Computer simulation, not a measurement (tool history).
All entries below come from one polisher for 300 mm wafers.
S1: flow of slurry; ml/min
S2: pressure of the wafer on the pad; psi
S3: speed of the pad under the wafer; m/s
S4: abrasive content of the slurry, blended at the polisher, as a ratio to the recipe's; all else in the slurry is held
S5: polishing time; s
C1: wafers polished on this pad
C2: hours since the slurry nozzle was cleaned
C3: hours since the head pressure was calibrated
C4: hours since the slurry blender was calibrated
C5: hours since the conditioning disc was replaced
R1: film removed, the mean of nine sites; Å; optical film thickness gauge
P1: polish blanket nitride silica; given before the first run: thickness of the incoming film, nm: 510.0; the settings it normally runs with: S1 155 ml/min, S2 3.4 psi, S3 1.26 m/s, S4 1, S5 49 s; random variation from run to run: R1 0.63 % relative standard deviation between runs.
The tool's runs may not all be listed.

run 1 hour=7.3 | S1=155 S2=3.4 S3=1.26 S4=1 S5=49 | C1=1127 C2=219.2 C3=326.4 C4=145.5 C5=127.8 | R1=329.09
run 2 hour=11.6 | S1=155 S2=3.4 S3=1.26 S4=1 S5=49 | C1=1177 C2=223.5 C3=330.7 C4=149.8 C5=132.1 | R1=329.02
run 3 hour=19.8 | S1=155 S2=3.4 S3=1.26 S4=1 S5=49 | C1=1273 C2=231.7 C3=338.9 C4=158 C5=140.3 | R1=329.67
run 4 hour=27.3 | S1=155 S2=3.4 S3=1.26 S4=1 S5=49 | C1=1362 C2=239.2 C3=346.4 C4=165.5 C5=147.8 | R1=326.35
run 5 hour=36.1 | S1=155 S2=5.4 S3=1.26 S4=1 S5=49 | C1=1465 C2=248 C3=355.2 C4=174.3 C5=156.6 | R1=524.82
run 6 hour=40.8 | S1=205 S2=3.4 S3=1.26 S4=1 S5=49 | C1=1520 C2=252.7 C3=359.9 C4=179 C5=161.3 | R1=340.05
run 7 hour=48.7 | S1=95 S2=3.4 S3=1.26 S4=1 S5=49 | C1=1613 C2=260.6 C3=367.8 C4=186.9 C5=169.2 | R1=297.87
run 8 hour=55.6 | S1=155 S2=2.3 S3=1.26 S4=1 S5=49 | C1=1694 C2=267.5 C3=374.7 C4=193.8 C5=176.1 | R1=222.18
run 9 hour=63.5 | S1=155 S2=3.4 S3=1.26 S4=1 S5=49 | C1=1787 C2=275.4 C3=382.6 C4=201.7 C5=184 | R1=331.26
run 10 hour=70.3 | S1=155 S2=3.4 S3=1.26 S4=1 S5=36 | C1=1867 C2=282.2 C3=389.4 C4=208.5 C5=190.8 | R1=240.92
run 11 hour=77.1 | S1=155 S2=3.4 S3=1.86 S4=1 S5=49 | C1=1947 C2=289 C3=396.2 C4=215.3 C5=197.6 | R1=447.03
run 12 hour=82.8 | S1=155 S2=3.4 S3=1.26 S4=1.45 S5=49 | C1=2014 C2=294.7 C3=401.9 C4=221 C5=203.3 | R1=379.81
run 13 hour=88 | S1=205 S2=3.4 S3=0.62 S4=1 S5=49 | C1=2075 C2=299.9 C3=407.1 C4=226.2 C5=208.5 | R1=193.72
run 14 hour=97.8 | S1=155 S2=3.4 S3=1.26 S4=0.55 S5=49 | C1=2190 C2=309.7 C3=416.9 C4=236 C5=218.3 | R1=237.86
run 15 hour=103.6 | S1=155 S2=3.4 S3=1.26 S4=1 S5=66 | C1=2259 C2=315.5 C3=422.7 C4=241.8 C5=224.1 | R1=440.17
run 16 hour=112.9 | S1=155 S2=3.4 S3=0.64 S4=1 S5=49 | C1=2368 C2=324.8 C3=432 C4=251.1 C5=233.4 | R1=190.03
run 17 hour=117.5 | S1=155 S2=3.4 S3=1.26 S4=1 S5=49 | C1=2422 C2=329.4 C3=436.6 C4=255.7 C5=238 | R1=324.62
run 18 hour=126.6 | S1=155 S2=3.4 S3=1.26 S4=1 S5=49 | C1=2529 C2=338.5 C3=445.7 C4=264.8 C5=247.1 | R1=328.05
run 19 hour=131.4 | S1=155 S2=3.4 S3=1.26 S4=1 S5=49 | C1=2585 C2=343.3 C3=450.5 C4=269.6 C5=251.9 | R1=322.81
run 20 hour=139.4 | S1=155 S2=3.4 S3=1.26 S4=1 S5=49 | C1=2679 C2=351.3 C3=458.5 C4=277.6 C5=259.9 | R1=310.16

For run 21, what comes out?
run 21 hour=146 | S1=155 S2=3.4 S3=1.26 S4=1 S5=49 | C1=2757 C2=357.9 C3=465.1 C4=284.2 C5=266.5 | R1=?

R1: 308.76 Å

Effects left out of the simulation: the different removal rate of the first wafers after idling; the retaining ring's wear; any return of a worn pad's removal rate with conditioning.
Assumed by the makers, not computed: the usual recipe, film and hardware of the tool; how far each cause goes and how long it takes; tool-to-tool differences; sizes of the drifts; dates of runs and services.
